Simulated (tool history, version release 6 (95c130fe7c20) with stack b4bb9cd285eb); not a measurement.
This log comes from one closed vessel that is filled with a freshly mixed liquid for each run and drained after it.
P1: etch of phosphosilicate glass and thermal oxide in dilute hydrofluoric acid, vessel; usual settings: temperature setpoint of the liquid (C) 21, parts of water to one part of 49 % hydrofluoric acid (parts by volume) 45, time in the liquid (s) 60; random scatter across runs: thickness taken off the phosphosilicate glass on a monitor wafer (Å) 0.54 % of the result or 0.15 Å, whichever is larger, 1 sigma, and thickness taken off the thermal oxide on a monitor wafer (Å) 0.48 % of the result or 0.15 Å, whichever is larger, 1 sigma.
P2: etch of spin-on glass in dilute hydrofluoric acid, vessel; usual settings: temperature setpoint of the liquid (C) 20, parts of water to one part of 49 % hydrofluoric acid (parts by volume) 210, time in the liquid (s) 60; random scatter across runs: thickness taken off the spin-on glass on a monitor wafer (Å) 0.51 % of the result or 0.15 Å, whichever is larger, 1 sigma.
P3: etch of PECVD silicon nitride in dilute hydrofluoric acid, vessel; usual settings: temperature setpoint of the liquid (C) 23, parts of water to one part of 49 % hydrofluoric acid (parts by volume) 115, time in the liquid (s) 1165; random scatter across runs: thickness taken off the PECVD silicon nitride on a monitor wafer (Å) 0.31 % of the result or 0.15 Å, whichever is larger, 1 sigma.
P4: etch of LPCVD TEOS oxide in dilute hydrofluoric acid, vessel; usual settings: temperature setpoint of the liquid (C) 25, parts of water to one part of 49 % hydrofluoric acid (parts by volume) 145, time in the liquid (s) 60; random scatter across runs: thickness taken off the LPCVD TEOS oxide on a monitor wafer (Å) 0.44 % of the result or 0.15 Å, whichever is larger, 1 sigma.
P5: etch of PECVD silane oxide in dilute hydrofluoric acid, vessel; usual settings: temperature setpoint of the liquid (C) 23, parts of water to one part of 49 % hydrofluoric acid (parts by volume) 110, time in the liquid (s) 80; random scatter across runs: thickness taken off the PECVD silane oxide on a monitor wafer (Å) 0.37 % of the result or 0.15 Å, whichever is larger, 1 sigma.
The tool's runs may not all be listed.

| run | day | process that ran | temperature setpoint of the liquid (C) | parts of water to one part of 49 % hydrofluoric acid (parts by volume) | time in the liquid (s) | hours since the thermometer was replaced | hours since the hydrofluoric acid flow meter was replaced | thickness taken off the phosphosilicate glass on a monitor wafer (Å) | thickness taken off the thermal oxide on a monitor wafer (Å) | thickness taken off the PECVD silane oxide on a monitor wafer (Å) | thickness taken off the LPCVD TEOS oxide on a monitor wafer (Å) | thickness taken off the spin-on glass on a monitor wafer (Å) | thickness taken off the PECVD silicon nitride on a monitor wafer (Å) |
|---|---|---|---|---|---|---|---|---|---|---|---|---|---|
| 1 | 0.15 | P1 | 21 | 45 | 60 | 590.9 | 175.5 | 1497.1 | 61.393 |  |  |  |  |
| 2 | 0.296 | P5 | 23 | 30 | 80 | 594.4 | 179 |  |  | 433.22 |  |  |  |
| 3 | 0.438 | P4 | 25 | 145 | 60 | 597.8 | 182.4 |  |  |  | 134.9 |  |  |
| 4 | 0.562 | P1 | 21 | 45 | 60 | 600.8 | 185.4 | 1492.1 | 61.787 |  |  |  |  |
| 5 | 0.688 | P1 | 17 | 45 | 100 | 603.8 | 188.4 | 2100.7 | 86.468 |  |  |  |  |
| 6 | 0.846 | P2 | 20 | 210 | 60 | 607.6 | 192.2 |  |  |  |  | 149.11 |  |
| 7 | 0.962 | P5 | 17 | 110 | 80 | 610.4 | 195 |  |  | 83.92 |  |  |  |
| 8 | 1.117 | P1 | 21 | 45 | 60 | 614.1 | 198.7 | 1507.6 | 61.4 |  |  |  |  |
| 9 | 1.221 | P2 | 20 | 70 | 60 | 616.6 | 201.2 |  |  |  |  | 526.5 |  |
| 10 | 1.346 | P2 | 17 | 210 | 60 | 619.6 | 204.2 |  |  |  |  | 133.13 |  |
| 11 | 1.425 | P3 | 23 | 115 | 1165 | 621.5 | 206.1 |  |  |  |  |  | 508.22 |
| 12 | 1.592 | P3 | 23 | 115 | 1165 | 625.5 | 210.1 |  |  |  |  |  | 509.24 |
| 13 | 1.675 | P1 | 21 | 45 | 60 | 627.5 | 212.1 | 1487.6 | 61.571 |  |  |  |  |
| 14 | 1.838 | P3 | 23 | 190 | 1165 | 631.4 | 216 |  |  |  |  |  | 309.39 |
| 15 | 1.975 | P4 | 31.5 | 145 | 60 | 634.7 | 219.3 |  |  |  | 170.79 |  |  |
| 16 | 2.092 | P4 | 25 | 145 | 60 | 637.5 | 222.1 |  |  |  | 135.36 |  |  |
| 17 | 2.204 | P5 | 23 | 110 | 150 | 640.2 | 224.8 |  |  | 201.45 |  |  |  |
| 18 | 2.375 | P5 | 23 | 110 | 80 | 644.3 | 228.9 |  |  | 107.15 |  |  |  |
| 19 | 2.508 | P4 | 25 | 145 | 30 | 647.5 | 232.1 |  |  |  | 67.297 |  |  |
| 20 | 2.6 | P4 | 25 | 55 | 60 | 649.7 | 234.3 |  |  |  | 396.68 |  |  |
| 21 | 2.704 | P1 | 21 | 20 | 60 | 652.2 | 236.8 | 3483.6 | 142.24 |  |  |  |  |
| 22 | 2.833 | P1 | 21 | 45 | 60 | 655.3 | 239.9 | 1493.1 | 62.296 |  |  |  |  |
| 23 | 2.979 | P1 | 28 | 45 | 60 | 658.8 | 243.4 | 1992.2 | 81.39 |  |  |  |  |
| 24 | 3.146 | P3 | 30.5 | 115 | 1165 | 662.8 | 247.4 |  |  |  |  |  | 820.79 |
| 25 | 3.292 | P3 | 23 | 115 | 30 | 666.3 | 250.9 |  |  |  |  |  | 13.362 |
| 26 | 3.392 | P1 | 17 | 45 | 60 | 668.7 | 253.3 | 1257.3 | 51.917 |  |  |  |  |
| 27 | 3.508 | P1 | 21 | 45 | 30 | 671.5 | 256.1 | 743.35 | 30.69 |  |  |  |  |
| 28 | 3.638 | P2 | 20 | 210 | 115 | 674.6 | 259.2 |  |  |  |  | 288.89 |  |
| 29 | 3.729 | P2 | 20 | 210 | 60 | 676.8 | 261.4 |  |  |  |  | 149.23 |  |
| 30 | 3.871 | P1 | 21 | 45 | 60 | 680.2 | 264.8 | 1501.6 | 61.64 |  |  |  |  |
| 31 | 4.025 | P1 | 21 | 70 | 60 | 683.9 | 268.5 | 933.73 | 38.449 |  |  |  |  |
| 32 | 4.15 | P1 | 21 | 45 | 110 | 686.9 | 271.5 | 2742.6 | 112.68 |  |  |  |  |
| 33 | 4.279 | P1 | 21 | 45 | 60 | 690 | 274.6 | 1494 | 61.705 |  |  |  |  |
| 34 | 4.404 | P1 | 21 | 45 | 60 | 693 | 277.6 | 1516.4 | 63.025 |  |  |  |  |
| 35 | 4.525 | P1 | 21 | 45 | 60 | 695.9 | 280.5 | 1532 | 63.978 |  |  |  |  |
| 36 | 4.683 | P1 | 21 | 45 | 60 | 699.7 | 284.3 | 1569.7 | 64.171 |  |  |  |  |
| 37 | 4.842 | P1 | 21 | 45 | 60 | 703.5 | 288.1 | 1583 | 64.458 |  |  |  |  |
| 38 | 5.008 | P1 | 21 | 45 | 60 | 707.5 | 292.1 | 1580.7 | 64.865 |  |  |  |  |
| 39 | 5.162 | P1 | 21 | 45 | 60 | 711.2 | 295.8 | 1582 | 65.413 |  |  |  |  |
| 40 | 5.308 | P1 | 21 | 45 | 60 | 714.7 | 299.3 | 1593.6 | 65.77 |  |  |  |  |
| 41 | 5.425 | P1 | 21 | 45 | 60 | 717.5 | 302.1 | 1597 | 65.378 |  |  |  |  |
| 42 | 5.533 | P1 | 21 | 45 | 60 | 720.1 | 304.7 | 1610 | 65.972 |  |  |  |  |

Something has made what P1 gives creep away from where it was; the 2 causes below, each at its own stated size, fit the log equally well:
A: liquid hotter than its thermometer reads (K) = 1.48
B: hydrofluoric acid flow above the setpoint (%) = 6.07
The process output started creeping at around day 4.279.

Which of the 4 check runs listed below separates the causes, so that each cause would produce a clearly different result? Each run uses one wafer, and its results are marked with question marks.
| check 1 | 5.642 | P4 | 28.5 | 70 | 60 |  |  |  |  |  | ? |  |  |
| check 2 | 5.642 | P3 | 27 | 115 | 370 |  |  |  |  |  |  |  | ? |
| check 3 | 5.642 | P2 | 20 | 135 | 110 |  |  |  |  |  |  | ? |  |
| check 4 | 5.642 | P5 | 17 | 35 | 80 |  |  |  |  | ? |  |  |  |

What each check would give under each cause:
| check | result | if A | if B |
|---|---|---|---|
| check 1 | thickness taken off the LPCVD TEOS oxide on a monitor wafer (Å) | 373.91 | 376.68 |
| check 2 | thickness taken off the PECVD silicon nitride on a monitor wafer (Å) | 229.74 | 221.81 |
| check 3 | thickness taken off the spin-on glass on a monitor wafer (Å) | 488.8 | 492.82 |
| check 4 | thickness taken off the PECVD silane oxide on a monitor wafer (Å) | 304.27 | 303.18 |
Separation of the two closest causes in each check, using whichever result separates them best: check 1 0.74 %; check 2 3.51 %; check 3 0.82 %; check 4 0.36 %
Check 2 tells the causes apart: in the others they would give nearly the same result.

Running check 2 produced the following: thickness taken off the PECVD silicon nitride on a monitor wafer (Å) 221.7. Which one of the listed causes fits?

Of the candidate causes, it is B: hydrofluoric acid flow above the setpoint (%).
